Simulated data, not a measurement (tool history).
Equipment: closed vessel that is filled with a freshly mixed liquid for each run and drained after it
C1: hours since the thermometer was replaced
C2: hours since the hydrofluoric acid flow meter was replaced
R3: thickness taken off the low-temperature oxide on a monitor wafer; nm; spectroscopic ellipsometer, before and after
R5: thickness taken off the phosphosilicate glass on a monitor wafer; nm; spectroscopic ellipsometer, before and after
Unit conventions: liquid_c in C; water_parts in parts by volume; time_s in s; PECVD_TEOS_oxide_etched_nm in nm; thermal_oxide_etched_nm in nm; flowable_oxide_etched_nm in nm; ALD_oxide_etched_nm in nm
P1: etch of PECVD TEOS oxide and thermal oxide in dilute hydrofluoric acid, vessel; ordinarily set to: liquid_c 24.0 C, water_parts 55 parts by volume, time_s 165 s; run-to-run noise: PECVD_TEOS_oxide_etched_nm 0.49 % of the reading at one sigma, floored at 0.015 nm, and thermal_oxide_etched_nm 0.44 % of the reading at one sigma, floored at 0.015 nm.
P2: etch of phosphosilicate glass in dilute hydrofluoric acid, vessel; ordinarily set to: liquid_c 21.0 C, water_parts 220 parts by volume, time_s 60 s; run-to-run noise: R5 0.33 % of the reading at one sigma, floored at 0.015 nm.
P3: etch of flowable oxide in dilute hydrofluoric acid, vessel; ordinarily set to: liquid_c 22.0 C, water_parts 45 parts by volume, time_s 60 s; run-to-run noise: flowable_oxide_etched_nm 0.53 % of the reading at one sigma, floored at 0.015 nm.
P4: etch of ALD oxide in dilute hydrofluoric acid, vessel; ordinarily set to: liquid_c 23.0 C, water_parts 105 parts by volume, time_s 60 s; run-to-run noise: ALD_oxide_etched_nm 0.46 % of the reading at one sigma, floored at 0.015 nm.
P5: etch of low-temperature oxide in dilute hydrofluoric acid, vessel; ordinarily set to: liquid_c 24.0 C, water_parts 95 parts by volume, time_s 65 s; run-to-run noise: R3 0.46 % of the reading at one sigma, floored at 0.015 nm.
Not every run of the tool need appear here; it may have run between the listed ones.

Run 1, hour 4.3: process P1, liquid_c 24.0 C, water_parts 55 parts by volume, time_s 165 s; C1 627.9; C2 317.5. Result: PECVD_TEOS_oxide_etched_nm 32.0910 nm, thermal_oxide_etched_nm 15.3810 nm.
Run 2, hour 7.5: process P5, liquid_c 24.0 C, water_parts 95 parts by volume, time_s 125 s; C1 631.1; C2 320.7. Result: R3 29.822 nm.
Run 3, hour 9.7: process P1, liquid_c 24.0 C, water_parts 30 parts by volume, time_s 75 s; C1 633.3; C2 322.9. Result: PECVD_TEOS_oxide_etched_nm 27.5490 nm, thermal_oxide_etched_nm 13.2510 nm.
Run 4, hour 12.0: process P3, liquid_c 22.0 C, water_parts 45 parts by volume, time_s 95 s; C1 635.6; C2 325.2. Result: flowable_oxide_etched_nm 71.846 nm.
Run 5, hour 16.1: process P2, liquid_c 21.0 C, water_parts 380 parts by volume, time_s 60 s; C1 639.7; C2 329.3. Result: R5 9.0732 nm.
Run 6, hour 20.1: process P1, liquid_c 24.0 C, water_parts 55 parts by volume, time_s 165 s; C1 643.7; C2 333.3. Result: PECVD_TEOS_oxide_etched_nm 32.1810 nm, thermal_oxide_etched_nm 15.4020 nm.
Run 7, hour 22.2: process P4, liquid_c 23.0 C, water_parts 105 parts by volume, time_s 60 s; C1 645.8; C2 335.4. Result: ALD_oxide_etched_nm 12.843 nm.
Run 8, hour 24.6: process P2, liquid_c 21.0 C, water_parts 220 parts by volume, time_s 30 s; C1 648.2; C2 337.8. Result: R5 9.0982 nm.
Run 9, hour 27.2: process P1, liquid_c 24.0 C, water_parts 55 parts by volume, time_s 270 s; C1 650.8; C2 340.4. Result: PECVD_TEOS_oxide_etched_nm 52.0420 nm, thermal_oxide_etched_nm 25.0930 nm.
Run 10, hour 29.6: process P1, liquid_c 24.0 C, water_parts 55 parts by volume, time_s 165 s; C1 653.2; C2 342.8. Result: PECVD_TEOS_oxide_etched_nm 31.9520 nm, thermal_oxide_etched_nm 15.3760 nm.
Run 11, hour 33.2: process P1, liquid_c 30.5 C, water_parts 55 parts by volume, time_s 165 s; C1 656.8; C2 346.4. Result: PECVD_TEOS_oxide_etched_nm 41.8410 nm, thermal_oxide_etched_nm 19.8310 nm.
Run 12, hour 36.7: process P3, liquid_c 22.0 C, water_parts 30 parts by volume, time_s 60 s; C1 660.3; C2 349.9. Result: flowable_oxide_etched_nm 68.727 nm.
Run 13, hour 40.1: process P4, liquid_c 28.5 C, water_parts 105 parts by volume, time_s 60 s; C1 663.7; C2 353.3. Result: ALD_oxide_etched_nm 15.945 nm.
Run 14, hour 44.2: process P3, liquid_c 17.0 C, water_parts 45 parts by volume, time_s 60 s; C1 667.8; C2 357.4. Result: flowable_oxide_etched_nm 36.191 nm.
Run 15, hour 47.9: process P5, liquid_c 24.0 C, water_parts 95 parts by volume, time_s 65 s; C1 671.5; C2 361.1. Result: R3 15.310 nm.
Run 16, hour 51.2: process P2, liquid_c 21.0 C, water_parts 220 parts by volume, time_s 60 s; C1 674.8; C2 364.4. Result: R5 18.1880 nm.
Run 17, hour 54.5: process P1, liquid_c 24.0 C, water_parts 35 parts by volume, time_s 165 s; C1 678.1; C2 367.7. Result: PECVD_TEOS_oxide_etched_nm 52.2550 nm, thermal_oxide_etched_nm 24.9260 nm.
Run 18, hour 56.6: process P4, liquid_c 23.0 C, water_parts 20 parts by volume, time_s 60 s; C1 680.2; C2 369.8. Result: ALD_oxide_etched_nm 74.957 nm.
Run 19, hour 60.0: process P4, liquid_c 23.0 C, water_parts 105 parts by volume, time_s 60 s; C1 683.6; C2 373.2. Result: ALD_oxide_etched_nm 12.845 nm.
Run 20, hour 63.7: process P4, liquid_c 23.0 C, water_parts 105 parts by volume, time_s 110 s; C1 687.3; C2 376.9. Result: ALD_oxide_etched_nm 23.466 nm.
Run 21, hour 68.1: process P1, liquid_c 24.0 C, water_parts 55 parts by volume, time_s 165 s; C1 691.7; C2 381.3. Result: PECVD_TEOS_oxide_etched_nm 31.9500 nm, thermal_oxide_etched_nm 15.3930 nm.
Run 22, hour 70.0: process P2, liquid_c 21.0 C, water_parts 220 parts by volume, time_s 60 s; C1 693.6; C2 383.2. Result: R5 18.2760 nm.
Run 23, hour 72.1: process P1, liquid_c 24.0 C, water_parts 55 parts by volume, time_s 45 s; C1 695.7; C2 385.3. Result: PECVD_TEOS_oxide_etched_nm 8.6951 nm, thermal_oxide_etched_nm 4.1816 nm.
Run 24, hour 74.9: process P1, liquid_c 24.0 C, water_parts 55 parts by volume, time_s 165 s; C1 698.5; C2 388.1. Result: PECVD_TEOS_oxide_etched_nm 32.0290 nm, thermal_oxide_etched_nm 15.3830 nm.
At hour 77.7: thermometer replaced.
Run 25, hour 79.1: process P1, liquid_c 18.0 C, water_parts 55 parts by volume, time_s 165 s; C1 1.5; C2 392.3. Result: PECVD_TEOS_oxide_etched_nm 24.8360 nm, thermal_oxide_etched_nm 11.8670 nm.
Run 26, hour 81.8: process P5, liquid_c 24.0 C, water_parts 45 parts by volume, time_s 65 s; C1 4.2; C2 395.0. Result: R3 34.608 nm.
Run 27, hour 85.6: process P3, liquid_c 22.0 C, water_parts 45 parts by volume, time_s 60 s; C1 8.0; C2 398.8. Result: flowable_oxide_etched_nm 45.117 nm.
Run 28, hour 88.2: process P1, liquid_c 24.0 C, water_parts 85 parts by volume, time_s 165 s; C1 10.6; C2 401.4. Result: PECVD_TEOS_oxide_etched_nm 19.9890 nm, thermal_oxide_etched_nm 9.5556 nm.
Run 29, hour 92.5: process P3, liquid_c 22.0 C, water_parts 45 parts by volume, time_s 60 s; C1 14.9; C2 405.7. Result: flowable_oxide_etched_nm 44.604 nm.
Run 30, hour 95.0: process P5, liquid_c 29.5 C, water_parts 95 parts by volume, time_s 65 s; C1 17.4; C2 408.2. Result: R3 18.969 nm.
Run 31, hour 97.5: process P2, liquid_c 26.0 C, water_parts 220 parts by volume, time_s 60 s; C1 19.9; C2 410.7. Result: R5 21.7890 nm.
Run 32, hour 101.3: process P1, liquid_c 24.0 C, water_parts 55 parts by volume, time_s 165 s; C1 23.7; C2 414.5. Result: PECVD_TEOS_oxide_etched_nm 32.2650 nm, thermal_oxide_etched_nm 15.4590 nm.
Run 33, hour 103.3: process P1, liquid_c 24.0 C, water_parts 55 parts by volume, time_s 165 s; C1 25.7; C2 416.5. Result: PECVD_TEOS_oxide_etched_nm 32.7880 nm, thermal_oxide_etched_nm 15.6620 nm.
Run 34, hour 106.5: process P1, liquid_c 24.0 C, water_parts 55 parts by volume, time_s 165 s; C1 28.9; C2 419.7. Result: PECVD_TEOS_oxide_etched_nm 33.2520 nm, thermal_oxide_etched_nm 16.0340 nm.
Run 35, hour 110.8: process P1, liquid_c 24.0 C, water_parts 55 parts by volume, time_s 165 s; C1 33.2; C2 424.0. Result: PECVD_TEOS_oxide_etched_nm 34.2790 nm, thermal_oxide_etched_nm 16.2150 nm.
Run 36, hour 113.9: process P1, liquid_c 24.0 C, water_parts 55 parts by volume, time_s 165 s; C1 36.3; C2 427.1. Result: PECVD_TEOS_oxide_etched_nm 34.3160 nm, thermal_oxide_etched_nm 16.4340 nm.
Run 37, hour 116.3: process P1, liquid_c 24.0 C, water_parts 55 parts by volume, time_s 165 s; C1 38.7; C2 429.5. Result: PECVD_TEOS_oxide_etched_nm 34.1770 nm, thermal_oxide_etched_nm 16.3830 nm.
Run 38, hour 120.2: process P1, liquid_c 24.0 C, water_parts 55 parts by volume, time_s 165 s; C1 42.6; C2 433.4. Result: PECVD_TEOS_oxide_etched_nm 34.4180 nm, thermal_oxide_etched_nm 16.3970 nm.
Run 39, hour 123.0: process P1, liquid_c 24.0 C, water_parts 55 parts by volume, time_s 165 s; C1 45.4; C2 436.2. Result: PECVD_TEOS_oxide_etched_nm 34.3690 nm, thermal_oxide_etched_nm 16.5720 nm.
Run 40, hour 126.4: process P1, liquid_c 24.0 C, water_parts 55 parts by volume, time_s 165 s; C1 48.8; C2 439.6. Result: PECVD_TEOS_oxide_etched_nm 34.4440 nm, thermal_oxide_etched_nm 16.6400 nm.
Run 41, hour 128.9: process P1, liquid_c 24.0 C, water_parts 55 parts by volume, time_s 165 s; C1 51.3; C2 442.1. Result: PECVD_TEOS_oxide_etched_nm 34.6480 nm, thermal_oxide_etched_nm 16.6750 nm.
Run 42, hour 132.9: process P1, liquid_c 24.0 C, water_parts 55 parts by volume, time_s 165 s; C1 55.3; C2 446.1. Result: PECVD_TEOS_oxide_etched_nm 34.5860 nm, thermal_oxide_etched_nm 16.5190 nm.
Run 43, hour 135.7: process P1, liquid_c 24.0 C, water_parts 55 parts by volume, time_s 165 s; C1 58.1; C2 448.9. Result: PECVD_TEOS_oxide_etched_nm 34.4540 nm, thermal_oxide_etched_nm 16.7230 nm.

P1 has crept away from where it was. The log is fitted equally well by each of these 2 causes, at the sizes shown:
A: liquid hotter than its thermometer reads (K) = 1.95
B: hydrofluoric acid flow above the setpoint (%) = 7.69
The process output started creeping at around hour 101.3.

The check runs listed below each take one wafer, and their results are still question marks. Under which run would the listed causes lead to clearly different results?
Run check 1, hour 138.5: process P4, liquid_c 23.0 C, water_parts 35 parts by volume, time_s 80 s. Result: ALD_oxide_etched_nm ?.
Run check 2, hour 138.5: process P5, liquid_c 24.0 C, water_parts 50 parts by volume, time_s 90 s. Result: R3 ?.
Run check 3, hour 138.5: process P2, liquid_c 21.0 C, water_parts 375 parts by volume, time_s 60 s. Result: R5 ?.
Run check 4, hour 138.5: process P3, liquid_c 22.0 C, water_parts 45 parts by volume, time_s 90 s. Result: flowable_oxide_etched_nm ?.

If the cause were each of the candidates in turn, the checks would give the following:
  check                    result    if A     if B
check 1       ALD_oxide_etched_nm  60.865   60.630
check 2                        R3  46.305   46.267
check 3                        R5  9.8838  10.1910
check 4  flowable_oxide_etched_nm  73.032   72.804
Per check, the gap between the least separated pair of causes, taken in the result that splits them most: check 1 0.39 %; check 2 0.08 %; check 3 3.06 %; check 4 0.31 %
Only in check 3 would the causes give clearly different results; in the remaining checks their results would be nearly the same.

Then check 3 was run and gave: R5 10.1920 nm. Which cause is it?

The correct cause is B, namely: hydrofluoric acid flow above the setpoint (%).

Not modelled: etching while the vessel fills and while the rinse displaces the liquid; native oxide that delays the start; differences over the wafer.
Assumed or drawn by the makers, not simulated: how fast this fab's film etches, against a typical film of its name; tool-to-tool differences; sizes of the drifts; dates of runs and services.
